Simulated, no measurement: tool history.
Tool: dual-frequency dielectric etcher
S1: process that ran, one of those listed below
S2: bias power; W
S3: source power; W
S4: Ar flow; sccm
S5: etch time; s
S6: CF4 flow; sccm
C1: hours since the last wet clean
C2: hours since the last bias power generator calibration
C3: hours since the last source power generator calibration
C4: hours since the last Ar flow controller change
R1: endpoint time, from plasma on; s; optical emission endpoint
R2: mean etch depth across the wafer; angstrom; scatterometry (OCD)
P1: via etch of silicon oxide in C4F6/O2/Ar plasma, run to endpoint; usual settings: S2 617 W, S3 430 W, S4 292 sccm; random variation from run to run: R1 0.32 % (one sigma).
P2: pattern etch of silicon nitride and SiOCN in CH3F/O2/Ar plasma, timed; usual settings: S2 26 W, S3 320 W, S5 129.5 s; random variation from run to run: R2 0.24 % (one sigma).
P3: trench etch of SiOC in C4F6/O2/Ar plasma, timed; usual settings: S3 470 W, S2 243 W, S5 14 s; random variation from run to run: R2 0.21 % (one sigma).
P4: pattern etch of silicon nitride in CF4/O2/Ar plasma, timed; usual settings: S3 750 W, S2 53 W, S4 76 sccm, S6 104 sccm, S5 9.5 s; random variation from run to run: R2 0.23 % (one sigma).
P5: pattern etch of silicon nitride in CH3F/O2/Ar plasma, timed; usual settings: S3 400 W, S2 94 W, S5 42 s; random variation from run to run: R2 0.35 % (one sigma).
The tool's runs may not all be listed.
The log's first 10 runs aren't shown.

run,day,S1,S2,S3,S4,S5,S6,C1,C2,C3,C4,R1,R2
11,3.996,P1,617,430,353,,,188.5,1240.4,2487,1415.2,24.483,
12,4.3,P4,53,750,76,9.5,123,195.8,1247.7,2494.3,1422.5,,269.06
13,4.704,P1,617,520,292,,,205.5,1257.4,2504,1432.2,22.318,
14,5.1,P1,617,430,292,,,215,1266.9,2513.5,1441.7,23.935,
15,5.429,P4,53,600,76,9.5,104,222.9,1274.8,2521.4,1449.6,,217.05
16,5.758,P4,53,750,76,12.5,104,230.8,1282.7,2529.3,1457.5,,348.04
17,6.221,P5,94,400,,42,,241.9,1293.8,2540.4,1468.6,,320.87
18,6.588,P3,243,670,,14,,250.7,1302.6,2549.2,1477.4,,396.37
19,6.979,P2,26,260,,129.5,,260.1,1312,2558.6,1486.8,,158.78
20,7.304,P1,617,430,292,,,267.9,1319.8,2566.4,1494.6,23.989,
21,7.733,P1,390,430,381,,,278.2,1330.1,2576.7,1504.9,29.182,
22,8.042,P4,53,750,76,9.5,104,285.6,1337.5,2584.1,1512.3,,263.6
23,8.312,P1,617,430,292,,,292.1,1344,2590.6,1518.8,24,
24,8.788,P1,617,430,210,,,303.5,1355.4,2602,1530.2,23.088,
25,9.1,P2,33,320,,129.5,,311,1362.9,2609.5,1537.7,,189.96
26,9.346,P1,617,310,292,,,316.9,1368.8,2615.4,1543.6,26.962,
27,9.6,P1,617,430,292,,,323,1374.9,2621.5,1549.7,23.983,
28,9.95,P4,53,750,76,9.5,104,331.4,1383.3,2629.9,1558.1,,263.55
29,10.267,P3,243,470,,14,,339,1390.9,2637.5,1565.7,,342.77
30,10.783,P1,399,350,292,,,351.4,1403.3,2649.9,1578.1,30.388,

Run 31 comes next. What will it give?
31,11.062,P3,143,470,,14,,358.1,1410,2656.6,1584.8,,?

Run 31 gave R2 292.1 angstrom.
